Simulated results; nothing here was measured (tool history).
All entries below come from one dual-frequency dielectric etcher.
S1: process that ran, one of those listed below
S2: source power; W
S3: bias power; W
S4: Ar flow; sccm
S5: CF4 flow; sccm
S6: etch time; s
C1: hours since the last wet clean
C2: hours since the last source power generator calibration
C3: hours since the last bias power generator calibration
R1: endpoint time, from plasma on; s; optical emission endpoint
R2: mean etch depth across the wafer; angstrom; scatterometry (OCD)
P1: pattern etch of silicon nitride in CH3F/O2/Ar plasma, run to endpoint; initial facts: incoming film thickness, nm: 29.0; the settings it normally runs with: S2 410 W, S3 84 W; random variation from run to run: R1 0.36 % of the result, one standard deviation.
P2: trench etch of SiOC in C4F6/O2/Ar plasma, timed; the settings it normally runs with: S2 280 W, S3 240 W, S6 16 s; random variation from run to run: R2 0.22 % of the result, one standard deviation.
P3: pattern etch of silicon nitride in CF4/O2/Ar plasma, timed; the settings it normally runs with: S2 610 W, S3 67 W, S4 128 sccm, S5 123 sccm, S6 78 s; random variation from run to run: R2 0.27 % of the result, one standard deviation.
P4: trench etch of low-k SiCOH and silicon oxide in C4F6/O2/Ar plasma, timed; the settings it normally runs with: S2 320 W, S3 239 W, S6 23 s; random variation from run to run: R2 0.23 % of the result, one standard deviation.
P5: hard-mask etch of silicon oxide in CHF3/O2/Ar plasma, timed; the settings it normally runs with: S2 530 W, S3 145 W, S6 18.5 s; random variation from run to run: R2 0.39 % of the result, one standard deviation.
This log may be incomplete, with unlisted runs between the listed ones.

{"run": 1, "hour": 11.2, "S1": "P1", "S2": 410, "S3": 84, "C1": 317.3, "C2": 2084.1, "C3": 3098.8, "R1": 38.689}
{"run": 2, "hour": 26.3, "S1": "P3", "S2": 610, "S3": 67, "S4": 128, "S5": 123, "S6": 78, "C1": 332.4, "C2": 2099.2, "C3": 3113.9, "R2": 1957.6}
{"run": 3, "hour": 39.8, "S1": "P3", "S2": 610, "S3": 67, "S4": 128, "S5": 161, "S6": 78, "C1": 345.9, "C2": 2112.7, "C3": 3127.4, "R2": 2029.1}
{"run": 4, "hour": 49.5, "S1": "P2", "S2": 280, "S3": 240, "S6": 9, "C1": 355.6, "C2": 2122.4, "C3": 3137.1, "R2": 185.72}
{"run": 5, "hour": 57.4, "S1": "P1", "S2": 410, "S3": 52, "C1": 363.5, "C2": 2130.3, "C3": 3145, "R1": 45.344}
{"run": 6, "hour": 68.5, "S1": "P1", "S2": 410, "S3": 84, "C1": 374.6, "C2": 2141.4, "C3": 3156.1, "R1": 38.889}
{"run": 7, "hour": 83.7, "S1": "P1", "S2": 410, "S3": 84, "C1": 389.8, "C2": 2156.6, "C3": 3171.3, "R1": 38.768}
{"run": 8, "hour": 90.5, "S1": "P5", "S2": 530, "S3": 197, "S6": 18.5, "C1": 396.6, "C2": 2163.4, "C3": 3178.1, "R2": 349.89}
{"hour": 92.7, "done": "wet clean of the chamber"}
{"run": 9, "hour": 103.1, "S1": "P3", "S2": 610, "S3": 67, "S4": 128, "S5": 123, "S6": 78, "C1": 10.4, "C2": 2176, "C3": 3190.7, "R2": 1963.1}
{"run": 10, "hour": 115.0, "S1": "P1", "S2": 410, "S3": 84, "C1": 22.3, "C2": 2187.9, "C3": 3202.6, "R1": 38.664}
{"run": 11, "hour": 124.2, "S1": "P3", "S2": 780, "S3": 67, "S4": 128, "S5": 123, "S6": 78, "C1": 31.5, "C2": 2197.1, "C3": 3211.8, "R2": 2441.3}
{"run": 12, "hour": 135.4, "S1": "P1", "S2": 480, "S3": 118, "C1": 42.7, "C2": 2208.3, "C3": 3223, "R1": 32.241}
{"run": 13, "hour": 146.8, "S1": "P3", "S2": 610, "S3": 67, "S4": 128, "S5": 123, "S6": 43, "C1": 54.1, "C2": 2219.7, "C3": 3234.4, "R2": 1083.7}
{"run": 14, "hour": 157.8, "S1": "P1", "S2": 520, "S3": 84, "C1": 65.1, "C2": 2230.7, "C3": 3245.4, "R1": 35.363}
{"run": 15, "hour": 172.9, "S1": "P2", "S2": 280, "S3": 240, "S6": 16, "C1": 80.2, "C2": 2245.8, "C3": 3260.5, "R2": 331.9}
{"run": 16, "hour": 185.6, "S1": "P1", "S2": 410, "S3": 84, "C1": 92.9, "C2": 2258.5, "C3": 3273.2, "R1": 38.796}
{"run": 17, "hour": 199.5, "S1": "P1", "S2": 250, "S3": 84, "C1": 106.8, "C2": 2272.4, "C3": 3287.1, "R1": 46.291}
{"run": 18, "hour": 213.4, "S1": "P3", "S2": 610, "S3": 43, "S4": 128, "S5": 123, "S6": 78, "C1": 120.7, "C2": 2286.3, "C3": 3301, "R2": 1677.6}
{"run": 19, "hour": 226.1, "S1": "P2", "S2": 280, "S3": 141, "S6": 16, "C1": 133.4, "C2": 2299, "C3": 3313.7, "R2": 278.11}
{"run": 20, "hour": 236.5, "S1": "P2", "S2": 230, "S3": 240, "S6": 16, "C1": 143.8, "C2": 2309.4, "C3": 3324.1, "R2": 307.68}
{"hour": 246.1, "done": "source power generator calibrated"}
{"run": 21, "hour": 250.0, "S1": "P3", "S2": 610, "S3": 67, "S4": 88, "S5": 123, "S6": 78, "C1": 157.3, "C2": 3.9, "C3": 3337.6, "R2": 2041.9}
{"run": 22, "hour": 257.5, "S1": "P4", "S2": 320, "S3": 239, "S6": 23, "C1": 164.8, "C2": 11.4, "C3": 3345.1, "R2": 679.86}
{"run": 23, "hour": 264.3, "S1": "P1", "S2": 280, "S3": 51, "C1": 171.6, "C2": 18.2, "C3": 3351.9, "R1": 52.94}
{"run": 24, "hour": 279.3, "S1": "P2", "S2": 280, "S3": 240, "S6": 16, "C1": 186.6, "C2": 33.2, "C3": 3366.9, "R2": 330.66}
{"run": 25, "hour": 287.1, "S1": "P1", "S2": 410, "S3": 103, "C1": 194.4, "C2": 41, "C3": 3374.7, "R1": 36.148}
{"run": 26, "hour": 301.1, "S1": "P1", "S2": 410, "S3": 84, "C1": 208.4, "C2": 55, "C3": 3388.7, "R1": 38.783}
{"run": 27, "hour": 309.7, "S1": "P5", "S2": 530, "S3": 145, "S6": 11, "C1": 217, "C2": 63.6, "C3": 3397.3, "R2": 187.11}
{"run": 28, "hour": 324.4, "S1": "P4", "S2": 320, "S3": 239, "S6": 23, "C1": 231.7, "C2": 78.3, "C3": 3412, "R2": 681.58}
{"run": 29, "hour": 335.4, "S1": "P1", "S2": 410, "S3": 84, "C1": 242.7, "C2": 89.3, "C3": 3423, "R1": 38.985}
{"run": 30, "hour": 349.5, "S1": "P5", "S2": 530, "S3": 145, "S6": 18.5, "C1": 256.8, "C2": 103.4, "C3": 3437.1, "R2": 316.69}
{"run": 31, "hour": 364.1, "S1": "P1", "S2": 300, "S3": 107, "C1": 271.4, "C2": 118, "C3": 3451.7, "R1": 39.585}
{"run": 32, "hour": 371.3, "S1": "P5", "S2": 730, "S3": 145, "S6": 18.5, "C1": 278.6, "C2": 125.2, "C3": 3458.9, "R2": 357.05}
{"run": 33, "hour": 381.2, "S1": "P4", "S2": 250, "S3": 239, "S6": 23, "C1": 288.5, "C2": 135.1, "C3": 3468.8, "R2": 621.58}
{"run": 34, "hour": 390.8, "S1": "P4", "S2": 320, "S3": 239, "S6": 30.5, "C1": 298.1, "C2": 144.7, "C3": 3478.4, "R2": 901.56}
{"run": 35, "hour": 400.8, "S1": "P4", "S2": 320, "S3": 301, "S6": 23, "C1": 308.1, "C2": 154.7, "C3": 3488.4, "R2": 739.15}
{"run": 36, "hour": 411.0, "S1": "P1", "S2": 410, "S3": 84, "C1": 318.3, "C2": 164.9, "C3": 3498.6, "R1": 38.898}
{"run": 37, "hour": 417.6, "S1": "P1", "S2": 410, "S3": 84, "C1": 324.9, "C2": 171.5, "C3": 3505.2, "R1": 38.878}
{"run": 38, "hour": 430.9, "S1": "P1", "S2": 410, "S3": 84, "C1": 338.2, "C2": 184.8, "C3": 3518.5, "R1": 39.19}

What will run 39 give?
{"run": 39, "hour": 437.5, "S1": "P1", "S2": 410, "S3": 84, "C1": 344.8, "C2": 191.4, "C3": 3525.1, "R1": "?"}

R1: 39.168 s
